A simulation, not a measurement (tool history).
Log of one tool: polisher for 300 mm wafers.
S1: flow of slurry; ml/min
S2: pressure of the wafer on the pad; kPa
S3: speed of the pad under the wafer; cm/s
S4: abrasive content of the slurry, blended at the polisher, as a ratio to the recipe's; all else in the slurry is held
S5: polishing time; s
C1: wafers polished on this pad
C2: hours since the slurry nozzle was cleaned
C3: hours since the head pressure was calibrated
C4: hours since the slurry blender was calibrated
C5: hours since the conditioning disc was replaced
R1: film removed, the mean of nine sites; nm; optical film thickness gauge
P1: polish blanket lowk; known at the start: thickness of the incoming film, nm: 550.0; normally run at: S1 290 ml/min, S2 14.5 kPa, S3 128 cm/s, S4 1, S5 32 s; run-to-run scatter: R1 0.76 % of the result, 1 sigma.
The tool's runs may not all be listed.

Run 1, day 0.329: S1 290 ml/min, S2 14.5 kPa, S3 128 cm/s, S4 1, S5 32 s; C1 422; C2 278; C3 812.3; C4 128.3; C5 146.8. Result: R1 14.504 nm.
Run 2, day 0.571: S1 290 ml/min, S2 14.5 kPa, S3 128 cm/s, S4 1, S5 15 s; C1 483; C2 283.8; C3 818.1; C4 134.1; C5 152.6. Result: R1 6.8469 nm.
Run 3, day 0.812: S1 290 ml/min, S2 14.5 kPa, S3 128 cm/s, S4 1, S5 47 s; C1 544; C2 289.6; C3 823.9; C4 139.9; C5 158.4. Result: R1 21.313 nm.
Run 4, day 1.221: S1 290 ml/min, S2 14.5 kPa, S3 128 cm/s, S4 0.6, S5 20 s; C1 648; C2 299.4; C3 833.7; C4 149.7; C5 168.2. Result: R1 7.0234 nm.
Run 5, day 1.642: S1 430 ml/min, S2 14.5 kPa, S3 128 cm/s, S4 1, S5 32 s; C1 755; C2 309.5; C3 843.8; C4 159.8; C5 178.3. Result: R1 14.984 nm.
Run 6, day 1.917: S1 290 ml/min, S2 14.5 kPa, S3 128 cm/s, S4 1, S5 32 s; C1 824; C2 316.1; C3 850.4; C4 166.4; C5 184.9. Result: R1 14.681 nm.
Run 7, day 2.4: S1 220 ml/min, S2 14.5 kPa, S3 128 cm/s, S4 1, S5 49 s; C1 947; C2 327.7; C3 862; C4 178; C5 196.5. Result: R1 21.511 nm.
Run 8, day 2.633: S1 290 ml/min, S2 14.5 kPa, S3 128 cm/s, S4 1, S5 32 s; C1 1006; C2 333.3; C3 867.6; C4 183.6; C5 202.1. Result: R1 14.608 nm.
Run 9, day 3.117: S1 290 ml/min, S2 14.5 kPa, S3 194 cm/s, S4 1, S5 32 s; C1 1129; C2 344.9; C3 879.2; C4 195.2; C5 213.7. Result: R1 20.329 nm.
Run 10, day 3.621: S1 290 ml/min, S2 14.5 kPa, S3 128 cm/s, S4 1, S5 32 s; C1 1257; C2 357; C3 891.3; C4 207.3; C5 225.8. Result: R1 14.527 nm.
Run 11, day 3.938: S1 290 ml/min, S2 14.5 kPa, S3 128 cm/s, S4 1, S5 32 s; C1 1337; C2 364.6; C3 898.9; C4 214.9; C5 233.4. Result: R1 14.571 nm.
At day 4.008: slurry nozzle cleaned.
Run 12, day 4.442: S1 290 ml/min, S2 14.5 kPa, S3 84 cm/s, S4 1, S5 32 s; C1 1465; C2 10.5; C3 911; C4 227; C5 245.5. Result: R1 10.448 nm.
Run 13, day 4.717: S1 290 ml/min, S2 14.5 kPa, S3 128 cm/s, S4 1, S5 32 s; C1 1534; C2 17.1; C3 917.6; C4 233.6; C5 252.1. Result: R1 14.724 nm.
Run 14, day 5.067: S1 190 ml/min, S2 14.5 kPa, S3 128 cm/s, S4 1, S5 32 s; C1 1623; C2 25.5; C3 926; C4 242; C5 260.5. Result: R1 13.896 nm.
At day 5.154: conditioning disc replaced and pad reconditioned.
Run 15, day 5.496: S1 290 ml/min, S2 14.5 kPa, S3 128 cm/s, S4 1, S5 32 s; C1 1732; C2 35.8; C3 936.3; C4 252.3; C5 8.2. Result: R1 14.58 nm.
Run 16, day 5.992: S1 290 ml/min, S2 22.1 kPa, S3 128 cm/s, S4 1, S5 32 s; C1 1858; C2 47.7; C3 948.2; C4 264.2; C5 20.1. Result: R1 22.286 nm.
Run 17, day 6.229: S1 290 ml/min, S2 20 kPa, S3 128 cm/s, S4 1, S5 41 s; C1 1918; C2 53.4; C3 953.9; C4 269.9; C5 25.8. Result: R1 25.784 nm.
Run 18, day 6.642: S1 290 ml/min, S2 6.2 kPa, S3 128 cm/s, S4 1, S5 32 s; C1 2023; C2 63.3; C3 963.8; C4 279.8; C5 35.7. Result: R1 6.2362 nm.
Run 19, day 6.975: S1 290 ml/min, S2 14.5 kPa, S3 128 cm/s, S4 1.3, S5 32 s; C1 2107; C2 71.3; C3 971.8; C4 287.8; C5 43.7. Result: R1 16.149 nm.
Run 20, day 7.408: S1 290 ml/min, S2 14.5 kPa, S3 128 cm/s, S4 0.55, S5 32 s; C1 2217; C2 81.7; C3 982.2; C4 298.2; C5 54.1. Result: R1 10.468 nm.
Run 21, day 7.892: S1 290 ml/min, S2 14.5 kPa, S3 128 cm/s, S4 1, S5 32 s; C1 2340; C2 93.3; C3 993.8; C4 309.8; C5 65.7. Result: R1 14.579 nm.
Run 22, day 8.233: S1 290 ml/min, S2 14.5 kPa, S3 128 cm/s, S4 1, S5 32 s; C1 2426; C2 101.5; C3 1002; C4 318; C5 73.9. Result: R1 13.894 nm.
Run 23, day 8.467: S1 290 ml/min, S2 14.5 kPa, S3 128 cm/s, S4 1, S5 32 s; C1 2486; C2 107.1; C3 1007.6; C4 323.6; C5 79.5. Result: R1 13.817 nm.
Run 24, day 8.767: S1 290 ml/min, S2 14.5 kPa, S3 128 cm/s, S4 1, S5 32 s; C1 2562; C2 114.3; C3 1014.8; C4 330.8; C5 86.7. Result: R1 13.862 nm.
At day 8.871: conditioning disc replaced and pad reconditioned.
At day 9: slurry nozzle cleaned.
Run 25, day 9.062: S1 290 ml/min, S2 14.5 kPa, S3 128 cm/s, S4 1, S5 32 s; C1 2637; C2 1.5; C3 1021.9; C4 337.9; C5 4.7. Result: R1 13.495 nm.
At day 9.079: worn pad replaced by a new one.
Run 26, day 9.329: S1 290 ml/min, S2 14.5 kPa, S3 128 cm/s, S4 1, S5 32 s; C1 64; C2 7.9; C3 1028.3; C4 344.3; C5 11.1. Result: R1 13.365 nm.
Run 27, day 9.733: S1 290 ml/min, S2 14.5 kPa, S3 128 cm/s, S4 1, S5 32 s; C1 166; C2 17.6; C3 1038; C4 354; C5 20.8. Result: R1 13.493 nm.
Run 28, day 10.183: S1 290 ml/min, S2 14.5 kPa, S3 128 cm/s, S4 1, S5 32 s; C1 280; C2 28.4; C3 1048.8; C4 364.8; C5 31.6. Result: R1 13.633 nm.
Run 29, day 10.438: S1 290 ml/min, S2 14.5 kPa, S3 128 cm/s, S4 1, S5 32 s; C1 345; C2 34.5; C3 1054.9; C4 370.9; C5 37.7. Result: R1 13.511 nm.

What P1 gives has crept away from where it was. These 2 causes fit the log equally well, each at the size given:
A: head's pressure below its setpoint, % = 7.98
B: abrasive missing from the slurry, % = 16
The creep began at about day 7.892.
Why every other cause is out:
removal rate lost through wear of the pad, %: serviced at day 9.079, which brought nothing back
slurry flow missing at the pad, %: serviced at day 9, which brought nothing back
time polished since the conditioner stopped cutting, s: serviced at day 8.871, which brought nothing back

4 check runs are offered, each on 5 wafers whose results are averaged, their results left as question marks. Which one tells the causes apart?
Run check 1, day 10.692: S1 290 ml/min, S2 14.5 kPa, S3 128 cm/s, S4 0.55, S5 44 s. Result: R1 ?.
Run check 2, day 10.692: S1 290 ml/min, S2 14.5 kPa, S3 190 cm/s, S4 1, S5 32 s. Result: R1 ?.
Run check 3, day 10.692: S1 290 ml/min, S2 22.1 kPa, S3 128 cm/s, S4 1, S5 47 s. Result: R1 ?.
Run check 4, day 10.692: S1 290 ml/min, S2 6.9 kPa, S3 84 cm/s, S4 1, S5 32 s. Result: R1 ?.

What each check would give under each cause:
  check  result    if A    if B
check 1      R1  13.416  13.079
check 2      R1  18.361  18.363
check 3      R1  29.959  29.963
check 4      R1  4.5508  4.5514
How far apart the two closest causes lie, in the result that separates them most: check 1 2.55 %; check 2 0.01 %; check 3 0.01 %; check 4 0.01 %
Only check 1 tells the causes apart: in the others they would give nearly the same result.

Check 1 was then run and gave: R1 13.395 nm. Which cause is it?

It is A: head's pressure below its setpoint, %.

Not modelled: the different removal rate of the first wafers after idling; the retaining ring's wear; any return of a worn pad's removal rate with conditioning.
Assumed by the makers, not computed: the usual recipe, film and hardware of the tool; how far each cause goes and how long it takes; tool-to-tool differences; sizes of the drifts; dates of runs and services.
